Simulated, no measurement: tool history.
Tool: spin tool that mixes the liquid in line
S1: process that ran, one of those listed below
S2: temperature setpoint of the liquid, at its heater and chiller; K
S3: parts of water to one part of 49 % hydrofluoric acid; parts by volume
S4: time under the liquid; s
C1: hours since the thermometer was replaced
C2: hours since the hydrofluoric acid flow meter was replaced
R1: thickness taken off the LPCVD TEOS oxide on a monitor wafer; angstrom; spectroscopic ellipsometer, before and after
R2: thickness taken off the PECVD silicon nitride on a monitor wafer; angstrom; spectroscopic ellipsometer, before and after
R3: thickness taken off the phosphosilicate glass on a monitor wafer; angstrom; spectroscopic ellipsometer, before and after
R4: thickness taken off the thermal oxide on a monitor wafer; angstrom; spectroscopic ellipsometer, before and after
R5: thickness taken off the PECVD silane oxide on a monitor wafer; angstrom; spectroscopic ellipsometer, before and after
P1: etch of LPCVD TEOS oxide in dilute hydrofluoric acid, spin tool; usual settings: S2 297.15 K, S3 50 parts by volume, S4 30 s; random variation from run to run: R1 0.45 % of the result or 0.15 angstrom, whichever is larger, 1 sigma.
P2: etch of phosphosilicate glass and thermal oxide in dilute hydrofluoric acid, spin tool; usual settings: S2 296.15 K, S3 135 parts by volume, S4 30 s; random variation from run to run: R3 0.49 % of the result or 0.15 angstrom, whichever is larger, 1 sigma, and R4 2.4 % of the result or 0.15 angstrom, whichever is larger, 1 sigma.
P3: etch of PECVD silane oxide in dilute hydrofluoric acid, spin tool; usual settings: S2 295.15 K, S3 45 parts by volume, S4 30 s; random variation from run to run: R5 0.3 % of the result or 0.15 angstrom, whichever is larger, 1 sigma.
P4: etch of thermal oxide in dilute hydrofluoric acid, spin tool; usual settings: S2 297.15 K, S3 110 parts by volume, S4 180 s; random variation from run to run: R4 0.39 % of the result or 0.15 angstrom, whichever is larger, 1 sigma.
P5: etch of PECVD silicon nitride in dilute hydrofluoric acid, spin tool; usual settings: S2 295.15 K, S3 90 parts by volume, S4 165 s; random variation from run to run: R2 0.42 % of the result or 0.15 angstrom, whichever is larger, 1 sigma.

run,day,S1,S2,S3,S4,C1,C2,R1,R2,R3,R4,R5
1,0.679,P1,297.15,50,30,166.3,999.4,206.01,,,,
2,1.254,P5,301.65,90,165,180.1,1013.2,,125.880,,,
3,1.942,P1,297.15,50,30,196.6,1029.7,207.98,,,,
4,2.288,P2,296.15,135,30,204.9,1038.0,,,219.77,8.9631,
5,2.925,P2,291.65,135,30,220.2,1053.3,,,185.84,7.9269,
6,3.292,P1,297.15,50,15,229.0,1062.1,103.83,,,,
7,3.792,P5,295.15,90,255,241.0,1074.1,,127.970,,,
8,4.258,P1,293.65,50,30,252.2,1085.3,180.02,,,,
9,4.696,P4,297.15,110,180,262.7,1095.8,,,,75.2130,
10,5.008,P1,297.15,80,30,270.2,1103.3,124.71,,,,
11,5.529,P1,297.15,50,30,282.7,1115.8,206.89,,,,
12,5.983,P3,290.15,45,30,293.6,1126.7,,,,,120.79
13,6.433,P1,297.15,50,30,304.4,1137.5,206.75,,,,
14,6.921,P1,297.15,50,55,316.1,1149.2,380.26,,,,
# day 7.033: hydrofluoric acid flow meter replaced
15,7.421,P5,295.15,90,165,328.1,9.4,,82.595,,,
16,8.075,P1,297.15,50,30,343.8,25.1,207.51,,,,
17,8.458,P5,295.15,135,165,353.0,34.3,,55.879,,,
18,8.804,P1,297.15,20,45,361.3,42.6,806.76,,,,
19,9.333,P4,297.15,110,345,374.0,55.3,,,,144.3900,
20,10.004,P1,301.15,50,30,390.1,71.4,243.69,,,,
21,10.312,P4,297.15,110,180,397.5,78.8,,,,75.4090,
22,10.871,P2,296.15,135,45,410.9,92.2,,,329.86,13.5360,
23,11.433,P3,295.15,45,60,424.4,105.7,,,,,300.35
24,11.754,P1,297.15,20,30,432.1,113.4,542.21,,,,
25,12.212,P4,290.15,110,180,443.1,124.4,,,,56.1720,
26,12.817,P2,296.15,200,30,457.6,138.9,,,139.73,5.7992,
27,13.208,P4,297.15,20,180,467.0,148.3,,,,463.8400,
28,13.588,P3,295.15,45,30,476.1,157.4,,,,,149.95
29,13.929,P3,295.15,65,30,484.3,165.6,,,,,100.73
30,14.288,P1,297.15,50,30,492.9,174.2,206.47,,,,
31,14.767,P1,297.15,50,30,504.4,185.7,207.56,,,,
32,15.417,P1,297.15,50,30,520.0,201.3,201.97,,,,
33,15.829,P1,297.15,50,30,529.9,211.2,200.42,,,,
34,16.154,P1,297.15,50,30,537.7,219.0,199.66,,,,
35,16.692,P1,297.15,50,30,550.6,231.9,196.62,,,,
36,17.200,P1,297.15,50,30,562.8,244.1,196.41,,,,

Forecast run 37:
37,17.512,P1,297.15,50,30,570.3,251.6,?,,,,

R1: 196.37 angstrom
